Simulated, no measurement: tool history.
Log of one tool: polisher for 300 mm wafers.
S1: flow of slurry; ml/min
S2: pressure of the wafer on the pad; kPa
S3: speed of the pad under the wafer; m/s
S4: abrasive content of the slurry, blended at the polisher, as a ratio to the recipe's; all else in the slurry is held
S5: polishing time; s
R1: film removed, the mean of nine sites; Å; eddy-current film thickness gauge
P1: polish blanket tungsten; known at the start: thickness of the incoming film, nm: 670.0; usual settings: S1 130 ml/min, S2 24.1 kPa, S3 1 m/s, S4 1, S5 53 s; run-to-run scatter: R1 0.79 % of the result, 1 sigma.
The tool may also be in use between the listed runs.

run,day,S1,S2,S3,S4,S5,R1
1,0.346,130,24.1,1,1,53,2229.2
2,0.938,80,30.3,1,1,53,2519.2
3,1.725,130,24.1,1,1,53,2264.4
4,2.483,130,24.1,1,1,53,2244.4
# day 2.812: head pressure recalibrated
5,3.05,80,24.1,1,1,53,1991.6
6,3.696,130,24.1,1,1,77,3266.4
7,4.046,85,24.1,1,1,74,2819
8,4.392,130,24.1,1,1.25,33,1454
9,4.996,130,24.1,1,1,53,2237.7
10,5.45,130,24.1,1,1,53,2265.4
11,5.988,130,37.9,1,1,53,3566.3
12,6.612,195,24.1,1,1,53,2434.2
13,7.208,130,24.1,1,1.5,53,2472.6
14,7.958,130,24.1,1,1,53,2274.8
15,8.542,130,24.1,0.44,1,53,986.1
16,9.146,130,24.1,1.44,1,53,3217
17,9.725,130,24.1,1,0.5,53,1929.1
18,10.108,130,11,1,1,53,1018.3
19,10.675,130,24.1,1,1,29,1227.5
20,11.404,130,24.1,1,1,53,2244.6
21,11.804,130,24.1,1,1,53,2189.3
22,12.567,130,24.1,1,1,53,2158.3
23,13.025,130,24.1,1,1,53,2113.9
# day 13.296: head pressure recalibrated
24,13.425,130,24.1,1,1,53,2083.3
25,13.796,130,24.1,1,1,53,2064.6
26,14.367,130,24.1,1,1,53,2074.2
# day 14.5: slurry tank refilled with fresh slurry and peroxide
# day 14.504: worn pad replaced by a new one
27,14.808,130,24.1,1,1,53,2064.3
28,15.262,130,24.1,1,1,53,2071.3
29,15.838,130,24.1,1,1,53,2046

What P1 gives has crept away from where it was. These 2 causes fit the log equally well, each at the size given:
A: slurry flow missing at the pad, % = 31.1
B: abrasive missing from the slurry, % = 31.4
The creep began at about day 11.404.
Why every other cause is out:
removal rate lost through wear of the pad, %: serviced at day 14.504, which brought nothing back
head's pressure below its setpoint, %: serviced at day 13.296, which brought nothing back
peroxide lost from the slurry, %: serviced at day 14.5, which brought nothing back

4 check runs are offered, each on 5 wafers whose results are averaged, their results left as question marks. Which one tells the causes apart?
check 1,16.412,130,24.1,0.44,1,53,?
check 2,16.412,130,36.5,1,0.8,53,?
check 3,16.412,195,36.5,1,1,53,?
check 4,16.412,130,16.5,1.3,1,53,?

What each check would give under each cause:
check,result,if A,if B
check 1,R1,905.07,905.05
check 2,R1,2956.4,2962.3
check 3,R1,3421.4,3330.4
check 4,R1,1833.7,1833.6
How far apart the two closest causes lie, in the result that separates them most: check 1 0 %; check 2 0.2 %; check 3 2.7 %; check 4 0 %
Only check 3 tells the causes apart: in the others they would give nearly the same result.

Check 3 was then run and gave: R1 3437.3 Å. Which cause is it?

It is A: slurry flow missing at the pad, %.
